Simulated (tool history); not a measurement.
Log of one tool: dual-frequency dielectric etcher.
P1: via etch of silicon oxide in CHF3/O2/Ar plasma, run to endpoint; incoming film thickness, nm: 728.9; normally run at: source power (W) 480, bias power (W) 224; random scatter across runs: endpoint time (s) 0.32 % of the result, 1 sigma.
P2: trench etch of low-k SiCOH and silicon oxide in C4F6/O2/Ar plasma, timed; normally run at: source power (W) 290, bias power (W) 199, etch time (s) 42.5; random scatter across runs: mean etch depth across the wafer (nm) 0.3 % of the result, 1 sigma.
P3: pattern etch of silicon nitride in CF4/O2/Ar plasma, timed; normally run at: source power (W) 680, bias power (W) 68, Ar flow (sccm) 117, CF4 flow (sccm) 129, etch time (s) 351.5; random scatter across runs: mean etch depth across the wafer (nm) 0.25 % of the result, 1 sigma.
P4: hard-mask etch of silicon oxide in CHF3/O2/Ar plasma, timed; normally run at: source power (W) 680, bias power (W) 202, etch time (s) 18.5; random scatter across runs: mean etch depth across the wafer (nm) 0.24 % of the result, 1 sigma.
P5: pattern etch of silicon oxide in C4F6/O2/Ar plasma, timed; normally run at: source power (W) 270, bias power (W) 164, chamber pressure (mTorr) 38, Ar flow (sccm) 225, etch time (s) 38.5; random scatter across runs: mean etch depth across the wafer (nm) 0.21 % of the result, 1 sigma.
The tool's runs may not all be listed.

| run | hour | process that ran | source power (W) | bias power (W) | etch time (s) | chamber pressure (mTorr) | Ar flow (sccm) | CF4 flow (sccm) | hours since the last wet clean | hours since the last source power generator calibration | hours since the last bias power generator calibration | endpoint time (s) | mean etch depth across the wafer (nm) |
|---|---|---|---|---|---|---|---|---|---|---|---|---|---|
| 1 | 4.7 | P1 | 480 | 224 |  |  |  |  | 441.7 | 1185.5 | 796.3 | 370.10 |  |
| 2 | 9.4 | P1 | 480 | 161 |  |  |  |  | 446.4 | 1190.2 | 801.0 | 413.76 |  |
| 3 | 15.2 | P1 | 650 | 224 |  |  |  |  | 452.2 | 1196.0 | 806.8 | 329.78 |  |
| 4 | 22.5 | P1 | 380 | 288 |  |  |  |  | 459.5 | 1203.3 | 814.1 | 368.78 |  |
| 5 | 26.6 | P2 | 290 | 240 | 42.5 |  |  |  | 463.6 | 1207.4 | 818.2 |  | 132.020 |
| 6 | 33.6 | P1 | 480 | 291 |  |  |  |  | 470.6 | 1214.4 | 825.2 | 335.70 |  |
| 7 | 39.5 | P5 | 270 | 164 | 38.5 | 38 | 225 |  | 476.5 | 1220.3 | 831.1 |  | 103.770 |
| 8 | 46.7 | P2 | 210 | 199 | 42.5 |  |  |  | 483.7 | 1227.5 | 838.3 |  | 109.220 |
| 9 | 52.4 | P4 | 680 | 202 | 14.5 |  |  |  | 489.4 | 1233.2 | 844.0 |  | 31.400 |
| 10 | 57.7 | P1 | 290 | 224 |  |  |  |  | 494.7 | 1238.5 | 849.3 | 450.36 |  |
| 11 | 62.8 | P5 | 270 | 164 | 38.5 | 52 | 225 |  | 499.8 | 1243.6 | 854.4 |  | 99.944 |
| 12 | 66.6 | P5 | 270 | 164 | 38.5 | 38 | 225 |  | 503.6 | 1247.4 | 858.2 |  | 103.690 |
| 13 | 71.1 | P4 | 680 | 247 | 18.5 |  |  |  | 508.1 | 1251.9 | 862.7 |  | 42.717 |
| 14 | 78.3 | P1 | 330 | 188 |  |  |  |  | 515.3 | 1259.1 | 869.9 | 453.42 |  |
| 15 | 85.1 | P3 | 680 | 40 | 351.5 |  | 117 | 129 | 522.1 | 1265.9 | 876.7 |  | 804.250 |
| 16 | 91.8 | P1 | 480 | 224 |  |  |  |  | 528.8 | 1272.6 | 883.4 | 368.51 |  |
| 17 | 95.6 | P3 | 680 | 68 | 351.5 |  | 117 | 129 | 532.6 | 1276.4 | 887.2 |  | 972.560 |
| 18 | 102.6 | P5 | 270 | 164 | 38.5 | 38 | 176 |  | 539.6 | 1283.4 | 894.2 |  | 106.460 |
|  | 105.4 | source power generator calibrated |
| 19 | 108.8 | P1 | 640 | 174 |  |  |  |  | 545.8 | 3.5 | 900.4 | 360.49 |  |
| 20 | 114.9 | P1 | 480 | 224 |  |  |  |  | 551.9 | 9.6 | 906.5 | 369.95 |  |
| 21 | 120.6 | P3 | 680 | 68 | 351.5 |  | 117 | 100 | 557.6 | 15.3 | 912.2 |  | 945.580 |
| 22 | 128.1 | P5 | 270 | 164 | 21.0 | 38 | 225 |  | 565.1 | 22.8 | 919.7 |  | 56.479 |
| 23 | 132.9 | P3 | 680 | 68 | 351.5 |  | 117 | 129 | 569.9 | 27.6 | 924.5 |  | 971.360 |
| 24 | 136.6 | P1 | 480 | 224 |  |  |  |  | 573.6 | 31.3 | 928.2 | 370.88 |  |
| 25 | 140.5 | P5 | 270 | 98 | 38.5 | 38 | 225 |  | 577.5 | 35.2 | 932.1 |  | 89.112 |
| 26 | 144.4 | P3 | 430 | 68 | 351.5 |  | 117 | 129 | 581.4 | 39.1 | 936.0 |  | 653.890 |
| 27 | 149.8 | P5 | 360 | 164 | 38.5 | 38 | 225 |  | 586.8 | 44.5 | 941.4 |  | 116.240 |
| 28 | 153.5 | P4 | 680 | 202 | 18.5 |  |  |  | 590.5 | 48.2 | 945.1 |  | 40.087 |
| 29 | 159.3 | P4 | 900 | 202 | 18.5 |  |  |  | 596.3 | 54.0 | 950.9 |  | 44.334 |
| 30 | 165.5 | P2 | 290 | 199 | 42.5 |  |  |  | 602.5 | 60.2 | 957.1 |  | 123.870 |
| 31 | 169.0 | P3 | 680 | 68 | 351.5 |  | 156 | 129 | 606.0 | 63.7 | 960.6 |  | 941.010 |
| 32 | 176.3 | P3 | 680 | 68 | 431.5 |  | 117 | 129 | 613.3 | 71.0 | 967.9 |  | 1190.100 |
| 33 | 182.4 | P2 | 290 | 199 | 29.5 |  |  |  | 619.4 | 77.1 | 974.0 |  | 86.111 |
| 34 | 186.7 | P1 | 480 | 224 |  |  |  |  | 623.7 | 81.4 | 978.3 | 369.41 |  |
| 35 | 194.2 | P1 | 480 | 224 |  |  |  |  | 631.2 | 88.9 | 985.8 | 371.16 |  |
| 36 | 199.9 | P2 | 290 | 199 | 42.5 |  |  |  | 636.9 | 94.6 | 991.5 |  | 123.080 |
| 37 | 206.5 | P1 | 480 | 224 |  |  |  |  | 643.5 | 101.2 | 998.1 | 373.86 |  |
| 38 | 210.8 | P1 | 480 | 224 |  |  |  |  | 647.8 | 105.5 | 1002.4 | 373.39 |  |
| 39 | 216.4 | P1 | 480 | 224 |  |  |  |  | 653.4 | 111.1 | 1008.0 | 375.61 |  |
| 40 | 221.3 | P1 | 480 | 224 |  |  |  |  | 658.3 | 116.0 | 1012.9 | 377.09 |  |
|  | 224.1 | wet clean of the chamber |
| 41 | 227.0 | P1 | 480 | 224 |  |  |  |  | 2.9 | 121.7 | 1018.6 | 373.92 |  |
| 42 | 230.4 | P1 | 480 | 224 |  |  |  |  | 6.3 | 125.1 | 1022.0 | 376.43 |  |
| 43 | 235.2 | P1 | 480 | 224 |  |  |  |  | 11.1 | 129.9 | 1026.8 | 376.69 |  |
| 44 | 242.7 | P1 | 480 | 224 |  |  |  |  | 18.6 | 137.4 | 1034.3 | 376.14 |  |

P1 has crept away from where it was. The log is fitted equally well by each of these 2 causes, at the sizes shown:
A: bias power that arrives under what is set, % = 4.4
B: source power that arrives under what is set, % = 4.15
The gradual shift began around hour 206.5.
What rules out each remaining cause:
chamber walls in a state that lowers the etch rate, %: serviced at hour 224.1, after the drift had started, without restoring the earlier output

Consider the 4 single-wafer check runs listed below, results given as question marks: which one distinguishes between the causes by giving clearly different results for each?
| check 1 | 250.2 | P2 | 250 | 199 | 42.5 |  |  |  |  |  |  |  | ? |
| check 2 | 250.2 | P5 | 340 | 112 | 38.5 | 38 | 225 |  |  |  |  |  | ? |
| check 3 | 250.2 | P3 | 680 | 50 | 351.5 |  | 117 | 129 |  |  |  |  | ? |
| check 4 | 250.2 | P4 | 850 | 202 | 18.5 |  |  |  |  |  |  |  | ? |

What every check run would give for each of its results, assuming each possible cause in turn:
| check | result | if A | if B |
|---|---|---|---|
| check 1 | mean etch depth across the wafer (nm) | 115.370 | 115.220 |
| check 2 | mean etch depth across the wafer (nm) | 100.040 | 99.623 |
| check 3 | mean etch depth across the wafer (nm) | 853.460 | 835.780 |
| check 4 | mean etch depth across the wafer (nm) | 42.895 | 42.845 |
Minimum pairwise separation of causes per check, each pair taken at its best-separating result: check 1 0.13 %; check 2 0.42 %; check 3 2.09 %; check 4 0.12 %
Only check 3 tells the causes apart: in the others they would give nearly the same result.

Here is what check 3 returned: mean etch depth across the wafer (nm) 853.010. Which cause is it?

It is A: bias power that arrives under what is set, %.
